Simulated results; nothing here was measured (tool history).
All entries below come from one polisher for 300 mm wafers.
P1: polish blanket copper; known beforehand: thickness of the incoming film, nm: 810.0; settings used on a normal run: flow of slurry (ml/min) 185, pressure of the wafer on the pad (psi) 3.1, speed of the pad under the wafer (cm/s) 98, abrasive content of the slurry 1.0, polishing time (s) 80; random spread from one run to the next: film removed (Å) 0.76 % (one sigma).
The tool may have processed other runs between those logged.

| run | hour | flow of slurry (ml/min) | pressure of the wafer on the pad (psi) | speed of the pad under the wafer (cm/s) | abrasive content of the slurry | polishing time (s) | wafers polished on this pad | hours since the slurry nozzle was cleaned | hours since the head pressure was calibrated | hours since the slurry blender was calibrated | film removed (Å) |
|---|---|---|---|---|---|---|---|---|---|---|---|
| 1 | 6.8 | 185 | 3.1 | 98 | 1.0 | 80 | 620 | 231.5 | 144.3 | 39.7 | 2536.6 |
| 2 | 10.7 | 185 | 3.1 | 98 | 1.0 | 80 | 654 | 235.4 | 148.2 | 43.6 | 2514.3 |
| 3 | 17.5 | 185 | 3.1 | 98 | 0.7 | 80 | 714 | 242.2 | 155.0 | 50.4 | 2388.0 |
| 4 | 22.6 | 185 | 3.1 | 54 | 1.0 | 80 | 759 | 247.3 | 160.1 | 55.5 | 1395.7 |
| 5 | 27.2 | 185 | 3.1 | 98 | 1.5 | 80 | 800 | 251.9 | 164.7 | 60.1 | 2749.3 |
| 6 | 31.0 | 245 | 3.1 | 98 | 1.0 | 80 | 834 | 255.7 | 168.5 | 63.9 | 2607.9 |
| 7 | 37.8 | 110 | 3.1 | 98 | 1.0 | 80 | 894 | 262.5 | 175.3 | 70.7 | 2275.5 |
| 8 | 44.2 | 185 | 3.1 | 98 | 1.0 | 80 | 950 | 268.9 | 181.7 | 77.1 | 2513.6 |
| 9 | 49.4 | 185 | 2.1 | 98 | 1.4 | 80 | 996 | 274.1 | 186.9 | 82.3 | 1834.6 |
| 10 | 55.2 | 185 | 3.1 | 98 | 1.0 | 80 | 1048 | 279.9 | 192.7 | 88.1 | 2513.0 |
| 11 | 60.2 | 185 | 3.1 | 98 | 0.7 | 61 | 1092 | 284.9 | 197.7 | 93.1 | 1767.9 |
| 12 | 67.1 | 185 | 4.7 | 98 | 1.0 | 80 | 1153 | 291.8 | 204.6 | 100.0 | 3822.6 |
| 13 | 71.8 | 185 | 3.1 | 98 | 1.0 | 117 | 1194 | 296.5 | 209.3 | 104.7 | 3709.3 |
| 14 | 77.5 | 185 | 1.4 | 98 | 1.0 | 80 | 1245 | 302.2 | 215.0 | 110.4 | 1160.1 |
| 15 | 84.6 | 235 | 1.8 | 98 | 1.0 | 80 | 1308 | 309.3 | 222.1 | 117.5 | 1522.6 |
| 16 | 91.0 | 185 | 3.1 | 146 | 1.0 | 80 | 1364 | 315.7 | 228.5 | 123.9 | 3717.9 |
| 17 | 98.1 | 185 | 3.1 | 98 | 1.0 | 41 | 1427 | 322.8 | 235.6 | 131.0 | 1302.2 |
| 18 | 102.5 | 185 | 3.1 | 98 | 1.0 | 80 | 1466 | 327.2 | 240.0 | 135.4 | 2541.2 |
| 19 | 108.5 | 185 | 3.1 | 98 | 1.0 | 80 | 1519 | 333.2 | 246.0 | 141.4 | 2518.3 |
| 20 | 116.3 | 185 | 3.1 | 98 | 1.0 | 80 | 1588 | 341.0 | 253.8 | 149.2 | 2457.3 |
| 21 | 122.9 | 185 | 3.1 | 98 | 1.0 | 80 | 1646 | 347.6 | 260.4 | 155.8 | 2410.0 |
| 22 | 130.3 | 185 | 3.1 | 98 | 1.0 | 80 | 1712 | 355.0 | 267.8 | 163.2 | 2387.8 |
|  | 132.0 | head pressure recalibrated |
| 23 | 133.9 | 185 | 3.1 | 98 | 1.0 | 80 | 1744 | 358.6 | 1.9 | 166.8 | 2337.3 |
| 24 | 139.2 | 185 | 3.1 | 98 | 1.0 | 80 | 1791 | 363.9 | 7.2 | 172.1 | 2312.5 |
| 25 | 146.5 | 185 | 3.1 | 98 | 1.0 | 80 | 1855 | 371.2 | 14.5 | 179.4 | 2337.2 |
|  | 148.5 | slurry blender recalibrated |
| 26 | 149.9 | 185 | 3.1 | 98 | 1.0 | 80 | 1885 | 374.6 | 17.9 | 1.4 | 2345.3 |
| 27 | 155.0 | 185 | 3.1 | 98 | 1.0 | 80 | 1930 | 379.7 | 23.0 | 6.5 | 2369.4 |
| 28 | 162.0 | 185 | 3.1 | 98 | 1.0 | 80 | 1992 | 386.7 | 30.0 | 13.5 | 2310.4 |

The output of P1 has drifted from where it used to be. Each of the 2 causes below, taken at the size shown beside it, accounts for the log equally well:
A: removal rate lost through wear of the pad, % = 7.31
B: slurry flow missing at the pad, % = 35.2
The gradual shift began around hour 108.5.
Why every other cause is out:
head's pressure below its setpoint, %: work on it at hour 132.0, done after the drift set in, did not restore what the process gave before
abrasive missing from the slurry, %: work on it at hour 148.5, done after the drift set in, did not restore what the process gave before

Each of the check runs listed below is run on 2 wafers and reports their average, with the results left as question marks. Pick the one under which the possible causes would lead to clearly different results.
| check 1 | 169.0 | 185 | 3.1 | 98 | 1.45 | 80 |  |  |  |  | ? |
| check 2 | 169.0 | 185 | 3.1 | 98 | 1.00 | 60 |  |  |  |  | ? |
| check 3 | 169.0 | 185 | 3.1 | 98 | 0.75 | 107 |  |  |  |  | ? |
| check 4 | 169.0 | 115 | 3.7 | 98 | 1.00 | 80 |  |  |  |  | ? |

What each check would give under each cause:
| check | result | if A | if B |
|---|---|---|---|
| check 1 | film removed (Å) | 2541.8 | 2542.2 |
| check 2 | film removed (Å) | 1757.4 | 1757.7 |
| check 3 | film removed (Å) | 2949.8 | 2950.3 |
| check 4 | film removed (Å) | 2569.5 | 2468.3 |
Gap, in per cent, between the two causes that each check separates least, read from the result that separates them most: check 1 0.01 %; check 2 0.01 %; check 3 0.01 %; check 4 4.02 %
Only check 4 tells the causes apart: in the others they would give nearly the same result.

Then check 4 was run and gave: film removed (Å) 2456.7. Which cause is it?

B is the cause: slurry flow missing at the pad, %.

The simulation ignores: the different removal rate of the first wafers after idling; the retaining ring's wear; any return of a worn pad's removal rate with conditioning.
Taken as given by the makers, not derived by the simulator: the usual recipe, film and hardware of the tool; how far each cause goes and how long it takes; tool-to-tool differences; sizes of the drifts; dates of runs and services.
